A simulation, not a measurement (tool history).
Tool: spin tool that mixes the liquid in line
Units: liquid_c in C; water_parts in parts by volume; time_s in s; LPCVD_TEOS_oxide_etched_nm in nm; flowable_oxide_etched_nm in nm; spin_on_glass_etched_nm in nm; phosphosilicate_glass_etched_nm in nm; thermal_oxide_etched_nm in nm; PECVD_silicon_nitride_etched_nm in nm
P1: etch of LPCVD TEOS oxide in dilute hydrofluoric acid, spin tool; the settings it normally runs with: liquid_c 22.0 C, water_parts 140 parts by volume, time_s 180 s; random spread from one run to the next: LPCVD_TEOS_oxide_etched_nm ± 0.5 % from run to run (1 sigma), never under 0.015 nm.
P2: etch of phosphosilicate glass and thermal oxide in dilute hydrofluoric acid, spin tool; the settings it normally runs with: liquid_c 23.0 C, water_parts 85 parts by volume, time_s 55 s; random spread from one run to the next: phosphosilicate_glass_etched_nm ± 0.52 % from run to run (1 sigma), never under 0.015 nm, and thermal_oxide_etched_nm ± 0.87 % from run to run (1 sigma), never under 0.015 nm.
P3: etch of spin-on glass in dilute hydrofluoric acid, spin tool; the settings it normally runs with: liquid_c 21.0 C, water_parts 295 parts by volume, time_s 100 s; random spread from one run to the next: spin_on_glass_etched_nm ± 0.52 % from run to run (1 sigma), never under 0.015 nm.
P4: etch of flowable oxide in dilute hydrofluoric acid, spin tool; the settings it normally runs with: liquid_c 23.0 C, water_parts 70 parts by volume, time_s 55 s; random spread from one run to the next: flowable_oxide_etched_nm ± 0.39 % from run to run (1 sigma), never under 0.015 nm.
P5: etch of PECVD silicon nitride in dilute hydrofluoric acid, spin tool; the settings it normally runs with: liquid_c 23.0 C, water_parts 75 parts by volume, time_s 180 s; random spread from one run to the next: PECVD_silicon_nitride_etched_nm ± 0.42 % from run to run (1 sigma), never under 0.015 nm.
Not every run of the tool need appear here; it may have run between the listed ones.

| run | hour | process | liquid_c | water_parts | time_s | hours since the thermometer was replaced | hours since the hydrofluoric acid flow meter was replaced | LPCVD_TEOS_oxide_etched_nm | flowable_oxide_etched_nm | spin_on_glass_etched_nm | phosphosilicate_glass_etched_nm | thermal_oxide_etched_nm | PECVD_silicon_nitride_etched_nm |
|---|---|---|---|---|---|---|---|---|---|---|---|---|---|
| 1 | 14.1 | P1 | 22.0 | 140 | 180 | 436.1 | 337.8 | 31.6390 |  |  |  |  |  |
| 2 | 23.2 | P4 | 23.0 | 70 | 25 | 445.2 | 346.9 |  | 11.748 |  |  |  |  |
| 3 | 35.1 | P3 | 21.0 | 295 | 100 | 457.1 | 358.8 |  |  | 16.672 |  |  |  |
| 4 | 46.8 | P2 | 23.0 | 45 | 55 | 468.8 | 370.5 |  |  |  | 115.330 | 5.8635 |  |
| 5 | 59.8 | P2 | 23.0 | 85 | 55 | 481.8 | 383.5 |  |  |  | 57.209 | 2.9006 |  |
| 6 | 74.4 | P5 | 23.0 | 110 | 180 | 496.4 | 398.1 |  |  |  |  |  | 3.5974 |
| 7 | 86.1 | P4 | 23.0 | 70 | 55 | 508.1 | 409.8 |  | 25.895 |  |  |  |  |
| 8 | 94.4 | P1 | 18.5 | 140 | 180 | 516.4 | 418.1 | 27.3100 |  |  |  |  |  |
| 9 | 104.9 | P1 | 29.5 | 140 | 180 | 526.9 | 428.6 | 42.2060 |  |  |  |  |  |
| 10 | 118.5 | P1 | 22.0 | 140 | 180 | 540.5 | 442.2 | 31.3410 |  |  |  |  |  |
| 11 | 132.1 | P4 | 17.0 | 70 | 55 | 554.1 | 455.8 |  | 19.934 |  |  |  |  |
| 12 | 145.3 | P5 | 28.0 | 75 | 180 | 567.3 | 469.0 |  |  |  |  |  | 7.2268 |
| 13 | 157.0 | P1 | 22.0 | 215 | 180 | 579.0 | 480.7 | 18.9320 |  |  |  |  |  |
| 14 | 168.7 | P1 | 22.0 | 140 | 180 | 590.7 | 492.4 | 31.5340 |  |  |  |  |  |
| 15 | 180.9 | P5 | 23.0 | 75 | 350 | 602.9 | 504.6 |  |  |  |  |  | 10.1790 |
| 16 | 193.5 | P3 | 21.0 | 430 | 100 | 615.5 | 517.2 |  |  | 10.380 |  |  |  |
| 17 | 205.6 | P5 | 23.0 | 75 | 180 | 627.6 | 529.3 |  |  |  |  |  | 5.2331 |
| 18 | 215.3 | P3 | 27.0 | 295 | 100 | 637.3 | 539.0 |  |  | 20.770 |  |  |  |
| 19 | 225.0 | P1 | 22.0 | 140 | 95 | 647.0 | 548.7 | 16.6960 |  |  |  |  |  |
| 20 | 239.6 | P2 | 27.5 | 85 | 55 | 661.6 | 563.3 |  |  |  | 68.709 | 3.4656 |  |
| 21 | 251.1 | P1 | 18.5 | 185 | 180 | 673.1 | 574.8 | 20.0610 |  |  |  |  |  |
| 22 | 265.7 | P1 | 22.0 | 140 | 180 | 687.7 | 589.4 | 31.6450 |  |  |  |  |  |
| 23 | 279.6 | P4 | 23.0 | 120 | 55 | 701.6 | 603.3 |  | 14.281 |  |  |  |  |
| 24 | 288.8 | P1 | 17.0 | 140 | 90 | 710.8 | 612.5 | 12.8430 |  |  |  |  |  |
| 25 | 299.3 | P4 | 23.0 | 70 | 55 | 721.3 | 623.0 |  | 26.071 |  |  |  |  |
| 26 | 307.3 | P2 | 23.0 | 85 | 85 | 729.3 | 631.0 |  |  |  | 88.162 | 4.4342 |  |
| 27 | 320.7 | P2 | 23.0 | 85 | 55 | 742.7 | 644.4 |  |  |  | 57.775 | 2.8914 |  |
| 28 | 334.9 | P3 | 21.0 | 295 | 100 | 756.9 | 658.6 |  |  | 16.734 |  |  |  |
| 29 | 345.0 | P1 | 22.0 | 75 | 25 | 767.0 | 668.7 | 8.8365 |  |  |  |  |  |
| 30 | 354.3 | P1 | 22.0 | 50 | 180 | 776.3 | 678.0 | 98.2290 |  |  |  |  |  |
| 31 | 363.2 | P3 | 21.0 | 295 | 190 | 785.2 | 686.9 |  |  | 31.761 |  |  |  |
| 32 | 371.3 | P1 | 22.0 | 140 | 325 | 793.3 | 695.0 | 57.3350 |  |  |  |  |  |
| 33 | 382.3 | P1 | 22.0 | 140 | 180 | 804.3 | 706.0 | 31.7030 |  |  |  |  |  |
| 34 | 389.0 | P5 | 23.0 | 75 | 180 | 811.0 | 712.7 |  |  |  |  |  | 5.2067 |
| 35 | 398.3 | P1 | 22.0 | 140 | 180 | 820.3 | 722.0 | 31.4380 |  |  |  |  |  |
| 36 | 411.0 | P1 | 22.0 | 140 | 180 | 833.0 | 734.7 | 32.3450 |  |  |  |  |  |
| 37 | 422.5 | P1 | 22.0 | 140 | 180 | 844.5 | 746.2 | 32.6850 |  |  |  |  |  |
| 38 | 436.0 | P1 | 22.0 | 140 | 180 | 858.0 | 759.7 | 33.1030 |  |  |  |  |  |
| 39 | 443.5 | P1 | 22.0 | 140 | 180 | 865.5 | 767.2 | 33.4360 |  |  |  |  |  |
| 40 | 451.8 | P1 | 22.0 | 140 | 180 | 873.8 | 775.5 | 33.3540 |  |  |  |  |  |
| 41 | 459.5 | P1 | 22.0 | 140 | 180 | 881.5 | 783.2 | 33.3280 |  |  |  |  |  |
| 42 | 470.6 | P1 | 22.0 | 140 | 180 | 892.6 | 794.3 | 33.4770 |  |  |  |  |  |
| 43 | 480.3 | P1 | 22.0 | 140 | 180 | 902.3 | 804.0 | 33.1340 |  |  |  |  |  |
| 44 | 490.6 | P1 | 22.0 | 140 | 180 | 912.6 | 814.3 | 33.6300 |  |  |  |  |  |

Compared with where it was, what P1 gives has crept away. Each cause listed below fits the log as well as the rest, at the size given for it:
A: liquid hotter than its thermometer reads (K) = 1.55
B: hydrofluoric acid flow above the setpoint (%) = 5.35
The process output started creeping at around hour 398.3.

Listed below are the offered check runs, one wafer per run, with question marks in place of results. For which of them would the causes give clearly different outcomes?
| check 1 | 500.9 | P3 | 21.0 | 295 | 100 |  |  |  |  | ? |  |  |  |
| check 2 | 500.9 | P2 | 23.0 | 85 | 55 |  |  |  |  |  | ? | ? |  |
| check 3 | 500.9 | P4 | 23.0 | 70 | 55 |  |  |  | ? |  |  |  |  |
| check 4 | 500.9 | P5 | 23.0 | 75 | 180 |  |  |  |  |  |  |  | ? |

What each check would give under each cause:
| check | result | if A | if B |
|---|---|---|---|
| check 1 | spin_on_glass_etched_nm | 17.800 | 17.986 |
| check 2 | phosphosilicate_glass_etched_nm | 61.297 | 61.008 |
| check 2 | thermal_oxide_etched_nm | 3.0953 | 3.0807 |
| check 3 | flowable_oxide_etched_nm | 27.544 | 27.369 |
| check 4 | PECVD_silicon_nitride_etched_nm | 5.8020 | 5.5064 |
Smallest distance between any two causes, each pair judged by its most separating result, in per cent: check 1 1.04 %; check 2 0.47 %; check 3 0.64 %; check 4 5.23 %
Only in check 4 would the causes give clearly different results; in the remaining checks their results would be nearly the same.

After running check 4, the following was obtained: PECVD_silicon_nitride_etched_nm 5.7737 nm. Which cause does this point to?

Of the candidate causes, it is A: liquid hotter than its thermometer reads (K).

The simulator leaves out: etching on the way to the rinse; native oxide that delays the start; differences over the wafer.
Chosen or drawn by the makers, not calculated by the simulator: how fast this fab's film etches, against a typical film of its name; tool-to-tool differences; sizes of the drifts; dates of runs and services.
